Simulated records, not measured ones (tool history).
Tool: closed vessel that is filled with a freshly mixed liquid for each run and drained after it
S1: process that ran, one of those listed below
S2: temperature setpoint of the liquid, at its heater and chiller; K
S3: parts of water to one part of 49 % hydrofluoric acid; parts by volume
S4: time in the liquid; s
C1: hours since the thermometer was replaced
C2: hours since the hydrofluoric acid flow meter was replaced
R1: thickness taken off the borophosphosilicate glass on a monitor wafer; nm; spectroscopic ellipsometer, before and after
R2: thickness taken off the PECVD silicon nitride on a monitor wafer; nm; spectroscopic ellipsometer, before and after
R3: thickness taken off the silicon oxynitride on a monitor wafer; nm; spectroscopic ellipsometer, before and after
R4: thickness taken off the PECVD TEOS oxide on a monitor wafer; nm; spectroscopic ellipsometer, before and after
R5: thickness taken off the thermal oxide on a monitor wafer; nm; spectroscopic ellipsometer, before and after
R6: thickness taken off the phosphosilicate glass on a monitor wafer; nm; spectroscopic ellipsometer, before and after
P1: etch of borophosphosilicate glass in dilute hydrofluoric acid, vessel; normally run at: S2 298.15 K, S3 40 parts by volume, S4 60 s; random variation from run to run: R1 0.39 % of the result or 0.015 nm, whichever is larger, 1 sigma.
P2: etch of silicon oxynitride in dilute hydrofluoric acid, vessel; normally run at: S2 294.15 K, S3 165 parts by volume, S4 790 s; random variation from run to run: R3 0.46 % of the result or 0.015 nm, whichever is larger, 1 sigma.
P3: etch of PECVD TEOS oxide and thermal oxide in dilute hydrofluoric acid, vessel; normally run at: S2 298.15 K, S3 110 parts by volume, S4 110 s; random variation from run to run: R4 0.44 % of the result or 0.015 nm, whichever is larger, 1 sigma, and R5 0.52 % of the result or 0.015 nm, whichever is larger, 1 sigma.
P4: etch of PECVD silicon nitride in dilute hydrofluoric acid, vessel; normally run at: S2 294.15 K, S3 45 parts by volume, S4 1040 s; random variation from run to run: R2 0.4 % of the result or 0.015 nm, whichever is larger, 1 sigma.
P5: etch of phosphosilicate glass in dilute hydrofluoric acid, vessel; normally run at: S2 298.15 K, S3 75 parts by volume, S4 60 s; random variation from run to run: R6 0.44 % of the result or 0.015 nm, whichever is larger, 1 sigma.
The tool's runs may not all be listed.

Run 1, hour 2.8: S1 P1, S2 298.15 K, S3 40 parts by volume, S4 60 s; C1 1086.6; C2 666.6. Result: R1 89.907 nm.
Run 2, hour 7.9: S1 P1, S2 298.15 K, S3 40 parts by volume, S4 60 s; C1 1091.7; C2 671.7. Result: R1 89.274 nm.
Run 3, hour 11.1: S1 P4, S2 294.15 K, S3 25 parts by volume, S4 1040 s; C1 1094.9; C2 674.9. Result: R2 70.6000 nm.
Run 4, hour 16.5: S1 P1, S2 298.15 K, S3 40 parts by volume, S4 60 s; C1 1100.3; C2 680.3. Result: R1 89.295 nm.
Run 5, hour 20.6: S1 P2, S2 294.15 K, S3 165 parts by volume, S4 790 s; C1 1104.4; C2 684.4. Result: R3 12.715 nm.
Run 6, hour 25.0: S1 P1, S2 294.15 K, S3 40 parts by volume, S4 60 s; C1 1108.8; C2 688.8. Result: R1 75.342 nm.
Run 7, hour 31.3: S1 P1, S2 298.15 K, S3 40 parts by volume, S4 60 s; C1 1115.1; C2 695.1. Result: R1 89.292 nm.
At hour 31.7: hydrofluoric acid flow meter replaced.
Run 8, hour 34.9: S1 P3, S2 290.15 K, S3 110 parts by volume, S4 110 s; C1 1118.7; C2 3.3. Result: R4 18.833 nm, R5 3.8044 nm.
Run 9, hour 41.0: S1 P1, S2 298.15 K, S3 60 parts by volume, S4 60 s; C1 1124.8; C2 9.4. Result: R1 58.023 nm.
Run 10, hour 45.4: S1 P3, S2 298.15 K, S3 110 parts by volume, S4 185 s; C1 1129.2; C2 13.8. Result: R4 43.530 nm, R5 8.7954 nm.
Run 11, hour 48.2: S1 P1, S2 304.65 K, S3 40 parts by volume, S4 60 s; C1 1132.0; C2 16.6. Result: R1 115.740 nm.
Run 12, hour 53.7: S1 P1, S2 298.15 K, S3 20 parts by volume, S4 60 s; C1 1137.5; C2 22.1. Result: R1 183.070 nm.
Run 13, hour 59.4: S1 P5, S2 298.15 K, S3 75 parts by volume, S4 60 s; C1 1143.2; C2 27.8. Result: R6 52.141 nm.
Run 14, hour 64.3: S1 P4, S2 294.15 K, S3 45 parts by volume, S4 1040 s; C1 1148.1; C2 32.7. Result: R2 40.2290 nm.
Run 15, hour 68.8: S1 P5, S2 298.15 K, S3 75 parts by volume, S4 30 s; C1 1152.6; C2 37.2. Result: R6 26.164 nm.
Run 16, hour 75.2: S1 P5, S2 298.15 K, S3 45 parts by volume, S4 60 s; C1 1159.0; C2 43.6. Result: R6 90.679 nm.
Run 17, hour 80.5: S1 P2, S2 290.15 K, S3 165 parts by volume, S4 790 s; C1 1164.3; C2 48.9. Result: R3 10.556 nm.
Run 18, hour 85.5: S1 P2, S2 294.15 K, S3 165 parts by volume, S4 1520 s; C1 1169.3; C2 53.9. Result: R3 24.370 nm.
Run 19, hour 92.0: S1 P1, S2 298.15 K, S3 40 parts by volume, S4 60 s; C1 1175.8; C2 60.4. Result: R1 89.339 nm.
Run 20, hour 95.2: S1 P5, S2 298.15 K, S3 75 parts by volume, S4 60 s; C1 1179.0; C2 63.6. Result: R6 52.151 nm.
Run 21, hour 99.2: S1 P4, S2 294.15 K, S3 45 parts by volume, S4 95 s; C1 1183.0; C2 67.6. Result: R2 3.6764 nm.
Run 22, hour 103.9: S1 P4, S2 290.15 K, S3 45 parts by volume, S4 1040 s; C1 1187.7; C2 72.3. Result: R2 30.3380 nm.
Run 23, hour 108.3: S1 P3, S2 298.15 K, S3 185 parts by volume, S4 110 s; C1 1192.1; C2 76.7. Result: R4 14.160 nm, R5 2.8590 nm.
Run 24, hour 113.2: S1 P1, S2 298.15 K, S3 40 parts by volume, S4 30 s; C1 1197.0; C2 81.6. Result: R1 44.558 nm.
Run 25, hour 118.5: S1 P5, S2 294.15 K, S3 75 parts by volume, S4 60 s; C1 1202.3; C2 86.9. Result: R6 44.180 nm.
Run 26, hour 124.2: S1 P2, S2 294.15 K, S3 165 parts by volume, S4 790 s; C1 1208.0; C2 92.6. Result: R3 12.739 nm.
Run 27, hour 129.5: S1 P3, S2 298.15 K, S3 110 parts by volume, S4 110 s; C1 1213.3; C2 97.9. Result: R4 26.010 nm, R5 5.2653 nm.
Run 28, hour 135.6: S1 P1, S2 298.15 K, S3 40 parts by volume, S4 90 s; C1 1219.4; C2 104.0. Result: R1 133.450 nm.
Run 29, hour 142.0: S1 P2, S2 294.15 K, S3 85 parts by volume, S4 790 s; C1 1225.8; C2 110.4. Result: R3 26.130 nm.
Run 30, hour 146.5: S1 P1, S2 298.15 K, S3 20 parts by volume, S4 85 s; C1 1230.3; C2 114.9. Result: R1 260.570 nm.
Run 31, hour 150.8: S1 P4, S2 294.15 K, S3 45 parts by volume, S4 1040 s; C1 1234.6; C2 119.2. Result: R2 40.3410 nm.
Run 32, hour 154.3: S1 P1, S2 298.15 K, S3 40 parts by volume, S4 60 s; C1 1238.1; C2 122.7. Result: R1 89.900 nm.
Run 33, hour 159.7: S1 P1, S2 298.15 K, S3 40 parts by volume, S4 60 s; C1 1243.5; C2 128.1. Result: R1 91.425 nm.
Run 34, hour 165.3: S1 P1, S2 298.15 K, S3 40 parts by volume, S4 60 s; C1 1249.1; C2 133.7. Result: R1 92.272 nm.
Run 35, hour 171.1: S1 P1, S2 298.15 K, S3 40 parts by volume, S4 60 s; C1 1254.9; C2 139.5. Result: R1 92.706 nm.
Run 36, hour 176.6: S1 P1, S2 298.15 K, S3 40 parts by volume, S4 60 s; C1 1260.4; C2 145.0. Result: R1 94.562 nm.
Run 37, hour 179.8: S1 P1, S2 298.15 K, S3 40 parts by volume, S4 60 s; C1 1263.6; C2 148.2. Result: R1 94.230 nm.
Run 38, hour 183.2: S1 P1, S2 298.15 K, S3 40 parts by volume, S4 60 s; C1 1267.0; C2 151.6. Result: R1 94.970 nm.
Run 39, hour 189.0: S1 P1, S2 298.15 K, S3 40 parts by volume, S4 60 s; C1 1272.8; C2 157.4. Result: R1 95.106 nm.
Run 40, hour 192.7: S1 P1, S2 298.15 K, S3 40 parts by volume, S4 60 s; C1 1276.5; C2 161.1. Result: R1 94.956 nm.

The next listed run, before its measurement:
Run 41, hour 195.8: S1 P1, S2 298.15 K, S3 40 parts by volume, S4 60 s; C1 1279.6; C2 164.2. Result: R1 ?.

{"run 41": {"R1": 95.457}}

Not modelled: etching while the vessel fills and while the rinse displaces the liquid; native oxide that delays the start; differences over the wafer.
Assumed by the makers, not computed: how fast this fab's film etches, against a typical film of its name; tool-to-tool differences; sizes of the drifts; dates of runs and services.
